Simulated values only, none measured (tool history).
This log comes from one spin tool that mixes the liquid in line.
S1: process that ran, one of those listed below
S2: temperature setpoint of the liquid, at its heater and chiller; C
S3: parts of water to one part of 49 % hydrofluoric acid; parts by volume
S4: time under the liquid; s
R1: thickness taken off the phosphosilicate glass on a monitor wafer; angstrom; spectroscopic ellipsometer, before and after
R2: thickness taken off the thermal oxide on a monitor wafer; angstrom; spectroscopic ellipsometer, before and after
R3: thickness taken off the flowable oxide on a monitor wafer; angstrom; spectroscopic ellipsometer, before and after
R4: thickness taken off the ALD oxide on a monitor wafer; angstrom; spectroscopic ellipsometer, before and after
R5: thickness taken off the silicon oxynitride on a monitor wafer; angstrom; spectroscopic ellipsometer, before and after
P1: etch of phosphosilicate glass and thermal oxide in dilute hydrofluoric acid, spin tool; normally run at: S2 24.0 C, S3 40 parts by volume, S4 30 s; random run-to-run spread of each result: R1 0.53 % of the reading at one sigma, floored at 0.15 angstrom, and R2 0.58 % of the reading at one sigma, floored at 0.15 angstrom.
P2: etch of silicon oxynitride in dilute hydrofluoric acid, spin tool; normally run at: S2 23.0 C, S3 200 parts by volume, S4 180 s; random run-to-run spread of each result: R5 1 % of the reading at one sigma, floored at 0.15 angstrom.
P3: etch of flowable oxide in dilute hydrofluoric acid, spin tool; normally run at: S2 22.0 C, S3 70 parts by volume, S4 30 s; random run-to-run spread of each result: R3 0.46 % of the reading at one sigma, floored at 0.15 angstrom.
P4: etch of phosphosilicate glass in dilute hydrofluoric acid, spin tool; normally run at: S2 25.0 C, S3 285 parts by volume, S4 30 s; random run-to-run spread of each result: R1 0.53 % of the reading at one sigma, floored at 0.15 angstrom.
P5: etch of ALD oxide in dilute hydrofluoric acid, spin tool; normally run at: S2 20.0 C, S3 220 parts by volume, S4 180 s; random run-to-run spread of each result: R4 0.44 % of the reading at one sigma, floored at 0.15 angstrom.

Run 1, hour 8.4: S1 P1, S2 24.0 C, S3 40 parts by volume, S4 30 s. Result: R1 493.870 angstrom, R2 36.958 angstrom.
Run 2, hour 16.2: S1 P3, S2 22.0 C, S3 70 parts by volume, S4 30 s. Result: R3 185.98 angstrom.
Run 3, hour 28.5: S1 P5, S2 20.0 C, S3 220 parts by volume, S4 180 s. Result: R4 88.1760 angstrom.
Run 4, hour 40.5: S1 P5, S2 24.5 C, S3 220 parts by volume, S4 180 s. Result: R4 104.1100 angstrom.
Run 5, hour 49.8: S1 P4, S2 31.0 C, S3 285 parts by volume, S4 30 s. Result: R1 216.990 angstrom.
Run 6, hour 62.3: S1 P2, S2 19.0 C, S3 200 parts by volume, S4 180 s. Result: R5 17.219 angstrom.
Run 7, hour 70.9: S1 P1, S2 24.0 C, S3 40 parts by volume, S4 30 s. Result: R1 496.670 angstrom, R2 36.933 angstrom.
Run 8, hour 77.4: S1 P3, S2 22.0 C, S3 70 parts by volume, S4 30 s. Result: R3 184.27 angstrom.
Run 9, hour 84.8: S1 P4, S2 25.0 C, S3 285 parts by volume, S4 15 s. Result: R1 89.686 angstrom.
Run 10, hour 97.0: S1 P1, S2 24.0 C, S3 55 parts by volume, S4 15 s. Result: R1 176.650 angstrom, R2 13.233 angstrom.
Run 11, hour 104.8: S1 P5, S2 20.0 C, S3 220 parts by volume, S4 180 s. Result: R4 87.8810 angstrom.
Run 12, hour 111.6: S1 P1, S2 24.0 C, S3 40 parts by volume, S4 15 s. Result: R1 249.780 angstrom, R2 18.629 angstrom.
Run 13, hour 119.7: S1 P2, S2 23.0 C, S3 200 parts by volume, S4 15 s. Result: R5 1.688 angstrom.
Run 14, hour 130.4: S1 P3, S2 17.0 C, S3 70 parts by volume, S4 30 s. Result: R3 148.22 angstrom.
Run 15, hour 138.8: S1 P1, S2 18.0 C, S3 40 parts by volume, S4 30 s. Result: R1 384.210 angstrom, R2 28.472 angstrom.
Run 16, hour 150.6: S1 P1, S2 24.0 C, S3 20 parts by volume, S4 30 s. Result: R1 1029.100 angstrom, R2 74.724 angstrom.
Run 17, hour 161.4: S1 P1, S2 32.0 C, S3 40 parts by volume, S4 30 s. Result: R1 686.040 angstrom, R2 51.041 angstrom.
Run 18, hour 169.6: S1 P1, S2 24.0 C, S3 40 parts by volume, S4 30 s. Result: R1 492.430 angstrom, R2 36.552 angstrom.
Run 19, hour 182.0: S1 P3, S2 22.0 C, S3 70 parts by volume, S4 60 s. Result: R3 368.09 angstrom.
Run 20, hour 192.9: S1 P2, S2 23.0 C, S3 45 parts by volume, S4 180 s. Result: R5 104.360 angstrom.
Run 21, hour 198.8: S1 P1, S2 17.0 C, S3 20 parts by volume, S4 30 s. Result: R1 760.660 angstrom, R2 55.685 angstrom.
Run 22, hour 211.4: S1 P2, S2 23.0 C, S3 200 parts by volume, S4 180 s. Result: R5 20.950 angstrom.
Run 23, hour 221.2: S1 P5, S2 20.0 C, S3 220 parts by volume, S4 15 s. Result: R4 7.3114 angstrom.
Run 24, hour 233.3: S1 P1, S2 24.0 C, S3 40 parts by volume, S4 30 s. Result: R1 498.350 angstrom, R2 36.541 angstrom.
Run 25, hour 244.3: S1 P1, S2 24.0 C, S3 40 parts by volume, S4 60 s. Result: R1 996.600 angstrom, R2 72.874 angstrom.
Run 26, hour 254.6: S1 P4, S2 25.0 C, S3 285 parts by volume, S4 30 s. Result: R1 177.750 angstrom.
Run 27, hour 267.7: S1 P5, S2 20.0 C, S3 80 parts by volume, S4 180 s. Result: R4 278.6900 angstrom.
Run 28, hour 280.8: S1 P2, S2 23.0 C, S3 200 parts by volume, S4 180 s. Result: R5 21.074 angstrom.
Run 29, hour 287.8: S1 P4, S2 25.0 C, S3 445 parts by volume, S4 30 s. Result: R1 97.516 angstrom.
Run 30, hour 297.5: S1 P1, S2 24.0 C, S3 55 parts by volume, S4 30 s. Result: R1 354.840 angstrom, R2 25.997 angstrom.
Run 31, hour 309.9: S1 P3, S2 22.0 C, S3 20 parts by volume, S4 30 s. Result: R3 687.67 angstrom.
Run 32, hour 322.1: S1 P1, S2 24.0 C, S3 40 parts by volume, S4 30 s. Result: R1 496.650 angstrom, R2 36.580 angstrom.
Run 33, hour 332.1: S1 P1, S2 24.0 C, S3 40 parts by volume, S4 30 s. Result: R1 481.390 angstrom, R2 35.271 angstrom.
Run 34, hour 338.7: S1 P1, S2 24.0 C, S3 40 parts by volume, S4 30 s. Result: R1 475.440 angstrom, R2 35.173 angstrom.
Run 35, hour 348.7: S1 P1, S2 24.0 C, S3 40 parts by volume, S4 30 s. Result: R1 463.840 angstrom, R2 34.806 angstrom.
Run 36, hour 357.8: S1 P1, S2 24.0 C, S3 40 parts by volume, S4 30 s. Result: R1 466.090 angstrom, R2 34.054 angstrom.
Run 37, hour 365.0: S1 P1, S2 24.0 C, S3 40 parts by volume, S4 30 s. Result: R1 465.290 angstrom, R2 34.511 angstrom.
Run 38, hour 371.6: S1 P1, S2 24.0 C, S3 40 parts by volume, S4 30 s. Result: R1 457.310 angstrom, R2 34.127 angstrom.
Run 39, hour 378.1: S1 P1, S2 24.0 C, S3 40 parts by volume, S4 30 s. Result: R1 460.560 angstrom, R2 34.045 angstrom.
Run 40, hour 384.1: S1 P1, S2 24.0 C, S3 40 parts by volume, S4 30 s. Result: R1 460.130 angstrom, R2 34.564 angstrom.

What P1 gives has crept off from where it sat before. The 2 causes that follow fit the log equally well, each at the size noted:
A: liquid colder than its thermometer reads (K) = 1.74
B: hydrofluoric acid flow below the setpoint (%) = 6.64
The drift started at roughly hour 322.1.

The check runs listed below each take one wafer, and their results are still question marks. Under which run would the listed causes lead to clearly different results?
Run check 1, hour 390.1: S1 P5, S2 20.0 C, S3 135 parts by volume, S4 20 s. Result: R4 ?.
Run check 2, hour 390.1: S1 P3, S2 19.0 C, S3 70 parts by volume, S4 55 s. Result: R3 ?.
Run check 3, hour 390.1: S1 P4, S2 29.0 C, S3 365 parts by volume, S4 30 s. Result: R1 ?.
Run check 4, hour 390.1: S1 P2, S2 23.0 C, S3 90 parts by volume, S4 180 s. Result: R5 ?.

What each check would give under each cause:
  check  result     if A     if B
check 1      R4  16.1870  16.0520
check 2      R3   277.08   276.99
check 3      R1  138.290  132.920
check 4      R5   46.701   47.179
Distance between the nearest two causes, measured in the result of the check that separates them most: check 1 0.83 %; check 2 0.04 %; check 3 3.96 %; check 4 1.02 %
Check 3 distinguishes between the causes, while the remaining checks would return nearly the same result for all of them.

The results of check 3 are: R1 133.240 angstrom. Based on these, which of the listed causes is it?

Of the candidate causes, it is B: hydrofluoric acid flow below the setpoint (%).
